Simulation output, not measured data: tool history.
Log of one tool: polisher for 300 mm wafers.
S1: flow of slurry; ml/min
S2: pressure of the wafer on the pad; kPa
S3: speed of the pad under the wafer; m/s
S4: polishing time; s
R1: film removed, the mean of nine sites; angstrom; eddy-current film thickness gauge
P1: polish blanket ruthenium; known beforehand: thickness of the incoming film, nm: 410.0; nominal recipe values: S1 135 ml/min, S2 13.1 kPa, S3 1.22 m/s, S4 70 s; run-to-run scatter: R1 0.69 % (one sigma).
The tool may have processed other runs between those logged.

Run 1, hour 5.7: S1 135 ml/min, S2 13.1 kPa, S3 1.22 m/s, S4 70 s. Result: R1 791.20 angstrom.
Run 2, hour 14.1: S1 135 ml/min, S2 13.1 kPa, S3 0.60 m/s, S4 70 s. Result: R1 386.15 angstrom.
Run 3, hour 23.0: S1 80 ml/min, S2 13.1 kPa, S3 1.22 m/s, S4 70 s. Result: R1 681.95 angstrom.
Run 4, hour 27.9: S1 135 ml/min, S2 13.1 kPa, S3 1.22 m/s, S4 70 s. Result: R1 780.78 angstrom.
Run 5, hour 34.7: S1 135 ml/min, S2 13.1 kPa, S3 1.22 m/s, S4 46 s. Result: R1 512.23 angstrom.
Run 6, hour 43.5: S1 135 ml/min, S2 13.1 kPa, S3 1.22 m/s, S4 70 s. Result: R1 786.50 angstrom.
Run 7, hour 51.5: S1 135 ml/min, S2 8.3 kPa, S3 1.22 m/s, S4 70 s. Result: R1 491.01 angstrom.
Run 8, hour 59.4: S1 105 ml/min, S2 13.1 kPa, S3 1.22 m/s, S4 49 s. Result: R1 516.52 angstrom.
Run 9, hour 64.9: S1 170 ml/min, S2 13.1 kPa, S3 0.80 m/s, S4 70 s. Result: R1 528.95 angstrom.
Run 10, hour 71.5: S1 135 ml/min, S2 13.1 kPa, S3 1.22 m/s, S4 70 s. Result: R1 775.44 angstrom.
Run 11, hour 78.3: S1 135 ml/min, S2 13.1 kPa, S3 1.22 m/s, S4 70 s. Result: R1 778.93 angstrom.
Run 12, hour 82.9: S1 135 ml/min, S2 13.1 kPa, S3 1.86 m/s, S4 70 s. Result: R1 1197.00 angstrom.
At hour 85.3: worn pad replaced by a new one.
Run 13, hour 89.6: S1 135 ml/min, S2 13.1 kPa, S3 1.22 m/s, S4 70 s. Result: R1 783.77 angstrom.
Run 14, hour 98.7: S1 135 ml/min, S2 13.1 kPa, S3 1.22 m/s, S4 96 s. Result: R1 1052.00 angstrom.
Run 15, hour 106.8: S1 135 ml/min, S2 20.7 kPa, S3 1.22 m/s, S4 70 s. Result: R1 1231.50 angstrom.
Run 16, hour 111.1: S1 205 ml/min, S2 13.1 kPa, S3 1.22 m/s, S4 70 s. Result: R1 829.12 angstrom.
Run 17, hour 118.7: S1 100 ml/min, S2 8.3 kPa, S3 1.22 m/s, S4 70 s. Result: R1 463.81 angstrom.
Run 18, hour 123.4: S1 135 ml/min, S2 13.1 kPa, S3 1.22 m/s, S4 70 s. Result: R1 782.54 angstrom.
Run 19, hour 132.9: S1 135 ml/min, S2 13.1 kPa, S3 1.22 m/s, S4 70 s. Result: R1 757.93 angstrom.
Run 20, hour 138.9: S1 135 ml/min, S2 13.1 kPa, S3 1.22 m/s, S4 70 s. Result: R1 735.81 angstrom.
Run 21, hour 147.6: S1 135 ml/min, S2 13.1 kPa, S3 1.22 m/s, S4 70 s. Result: R1 741.22 angstrom.
Run 22, hour 153.8: S1 135 ml/min, S2 13.1 kPa, S3 1.22 m/s, S4 70 s. Result: R1 730.63 angstrom.
At hour 156.2: worn pad replaced by a new one.
Run 23, hour 162.1: S1 135 ml/min, S2 13.1 kPa, S3 1.22 m/s, S4 70 s. Result: R1 723.33 angstrom.
Run 24, hour 169.3: S1 135 ml/min, S2 13.1 kPa, S3 1.22 m/s, S4 70 s. Result: R1 731.30 angstrom.
Run 25, hour 174.1: S1 135 ml/min, S2 13.1 kPa, S3 1.22 m/s, S4 70 s. Result: R1 717.50 angstrom.
Run 26, hour 181.1: S1 135 ml/min, S2 13.1 kPa, S3 1.22 m/s, S4 70 s. Result: R1 715.87 angstrom.

What P1 gives has crept off from where it sat before. The 2 causes that follow fit the log equally well, each at the size noted:
A: head's pressure below its setpoint, % = 7.59
B: slurry flow missing at the pad, % = 29.8
The drift started at roughly hour 123.4.
Excluded causes, each with its reason:
removal rate lost through wear of the pad, %: was serviced at hour 156.2, once the creep was under way, yet the earlier output never came back

You are offered 4 check runs, listed below with question marks in place of their results; each one averages 2 wafers. Which run separates the listed causes by giving clearly different results for each?
Run check 1, hour 188.1: S1 135 ml/min, S2 15.9 kPa, S3 0.78 m/s, S4 70 s. Result: R1 ?.
Run check 2, hour 188.1: S1 80 ml/min, S2 13.1 kPa, S3 1.22 m/s, S4 70 s. Result: R1 ?.
Run check 3, hour 188.1: S1 160 ml/min, S2 10.3 kPa, S3 1.22 m/s, S4 70 s. Result: R1 ?.
Run check 4, hour 188.1: S1 135 ml/min, S2 13.1 kPa, S3 1.84 m/s, S4 90 s. Result: R1 ?.

Expected result of each check under each candidate cause:
  check  result     if A     if B
check 1      R1   557.68   557.59
check 2      R1   634.85   606.83
check 3      R1   586.11   592.64
check 4      R1  1397.30  1397.00
Separation of the two closest causes in each check, using whichever result separates them best: check 1 0.02 %; check 2 4.51 %; check 3 1.11 %; check 4 0.02 %
Of the check runs offered, only check 2 discriminates between the causes; the rest would read about the same regardless of which cause applies.

With check 2 done, the readings were: R1 634.29 angstrom. Identify which of the listed causes applies.

Of the candidate causes, it is A: head's pressure below its setpoint, %.

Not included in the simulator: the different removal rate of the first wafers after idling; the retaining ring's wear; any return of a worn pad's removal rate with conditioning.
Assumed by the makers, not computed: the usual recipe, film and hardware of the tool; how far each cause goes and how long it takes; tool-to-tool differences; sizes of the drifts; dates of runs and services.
